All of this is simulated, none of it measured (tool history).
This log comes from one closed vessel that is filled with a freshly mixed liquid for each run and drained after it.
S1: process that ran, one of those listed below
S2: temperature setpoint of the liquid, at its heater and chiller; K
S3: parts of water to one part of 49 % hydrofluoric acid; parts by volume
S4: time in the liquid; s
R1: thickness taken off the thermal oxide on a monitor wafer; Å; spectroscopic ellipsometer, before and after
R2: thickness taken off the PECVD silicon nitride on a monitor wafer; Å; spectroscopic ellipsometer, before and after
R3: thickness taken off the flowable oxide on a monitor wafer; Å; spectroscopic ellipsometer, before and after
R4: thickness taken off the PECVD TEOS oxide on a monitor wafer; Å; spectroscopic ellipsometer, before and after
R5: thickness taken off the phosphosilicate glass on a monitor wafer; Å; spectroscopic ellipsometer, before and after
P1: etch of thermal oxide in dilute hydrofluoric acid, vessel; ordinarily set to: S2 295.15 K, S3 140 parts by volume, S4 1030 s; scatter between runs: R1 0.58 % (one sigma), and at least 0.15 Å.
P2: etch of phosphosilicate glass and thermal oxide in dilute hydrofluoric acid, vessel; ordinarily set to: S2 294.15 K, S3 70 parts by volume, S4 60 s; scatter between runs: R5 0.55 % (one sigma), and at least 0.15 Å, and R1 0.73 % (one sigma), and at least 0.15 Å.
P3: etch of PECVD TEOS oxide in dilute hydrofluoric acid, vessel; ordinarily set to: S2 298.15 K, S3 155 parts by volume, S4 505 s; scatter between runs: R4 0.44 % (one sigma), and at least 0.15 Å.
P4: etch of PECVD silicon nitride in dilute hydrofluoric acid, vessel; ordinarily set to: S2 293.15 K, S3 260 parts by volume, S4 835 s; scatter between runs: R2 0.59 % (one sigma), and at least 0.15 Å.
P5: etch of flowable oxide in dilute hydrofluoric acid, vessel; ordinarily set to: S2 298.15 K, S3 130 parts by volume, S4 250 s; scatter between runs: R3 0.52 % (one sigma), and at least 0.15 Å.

run,hour,S1,S2,S3,S4,R1,R2,R3,R4,R5
1,5.9,P1,295.15,140,1030,303.520,,,,
2,15.6,P4,290.15,260,835,,35.6990,,,
3,21.8,P1,295.15,140,1600,464.660,,,,
4,28.4,P5,298.15,205,250,,,225.34,,
5,34.9,P5,304.65,130,250,,,498.59,,
6,40.7,P1,301.65,140,2000,753.190,,,,
7,46.8,P4,293.15,260,835,,43.9760,,,
# hour 49.8: thermometer replaced
8,52.6,P1,301.65,140,1030,390.630,,,,
9,63.7,P1,295.15,80,1030,564.310,,,,
10,73.4,P1,295.15,140,1030,300.470,,,,
11,85.0,P3,298.15,155,505,,,,283.660,
12,95.3,P5,298.15,130,250,,,390.99,,
13,106.9,P3,298.15,155,505,,,,283.640,
14,112.3,P2,294.15,70,30,18.315,,,,243.07
15,121.1,P3,298.15,40,505,,,,1261.400,
16,132.0,P3,293.15,155,505,,,,233.000,
17,142.8,P4,293.15,260,60,,3.2129,,,
18,150.6,P1,290.15,140,1030,247.980,,,,
19,158.3,P1,290.15,140,280,66.677,,,,
20,165.1,P1,295.15,230,1030,170.100,,,,
21,173.2,P2,294.15,40,60,67.492,,,,890.53
22,184.9,P4,293.15,80,835,,138.5000,,,
23,192.1,P3,298.15,155,160,,,,90.468,
24,198.9,P2,290.15,70,60,31.365,,,,409.30
25,205.6,P1,295.15,140,155,45.738,,,,
26,214.0,P1,295.15,140,1030,300.970,,,,
27,221.9,P5,298.15,130,80,,,124.18,,
28,233.2,P2,294.15,70,60,36.451,,,,490.22
29,241.8,P1,295.15,140,1030,304.650,,,,
30,248.9,P1,295.15,235,530,84.390,,,,
31,259.2,P1,295.15,140,1030,306.500,,,,
32,270.8,P1,295.15,140,1030,313.590,,,,
33,282.8,P1,295.15,140,1030,317.640,,,,
34,291.8,P1,295.15,140,1030,322.680,,,,
35,302.6,P1,295.15,140,1030,324.140,,,,
36,314.1,P1,295.15,140,1030,326.410,,,,
37,325.6,P1,295.15,140,1030,323.700,,,,
38,330.9,P1,295.15,140,1030,327.920,,,,
39,336.1,P1,295.15,140,1030,325.860,,,,
40,347.3,P1,295.15,140,1030,325.830,,,,

What P1 gives has crept off from where it sat before. The 2 causes that follow fit the log equally well, each at the size noted:
A: hydrofluoric acid flow above the setpoint (%) = 6.96
B: liquid hotter than its thermometer reads (K) = 2
The gradual shift began around hour 259.2.

Each of the 4 check runs below uses one wafer; its results are left as question marks. Which run tells the causes apart?
check 1,358.5,P3,298.15,155,505,,,,?,
check 2,358.5,P2,294.15,70,60,?,,,,?
check 3,358.5,P5,298.15,130,250,,,?,,
check 4,358.5,P4,293.15,260,835,,?,,,

If the cause were each of the candidates in turn, the checks would give the following:
check,result,if A,if B
check 1,R4,307.050,305.680
check 2,R1,39.773,40.162
check 2,R5,524.90,530.03
check 3,R3,420.37,419.75
check 4,R2,46.7210,49.7200
Gap, in per cent, between the two causes that each check separates least, read from the result that separates them most: check 1 0.45 %; check 2 0.97 %; check 3 0.15 %; check 4 6.22 %
Only check 4 tells the causes apart: in the others they would give nearly the same result.

Check 4 has now been run. It gave: R2 49.6180 Å. Which of the candidate causes is it?

The correct cause is B, namely: liquid hotter than its thermometer reads (K).
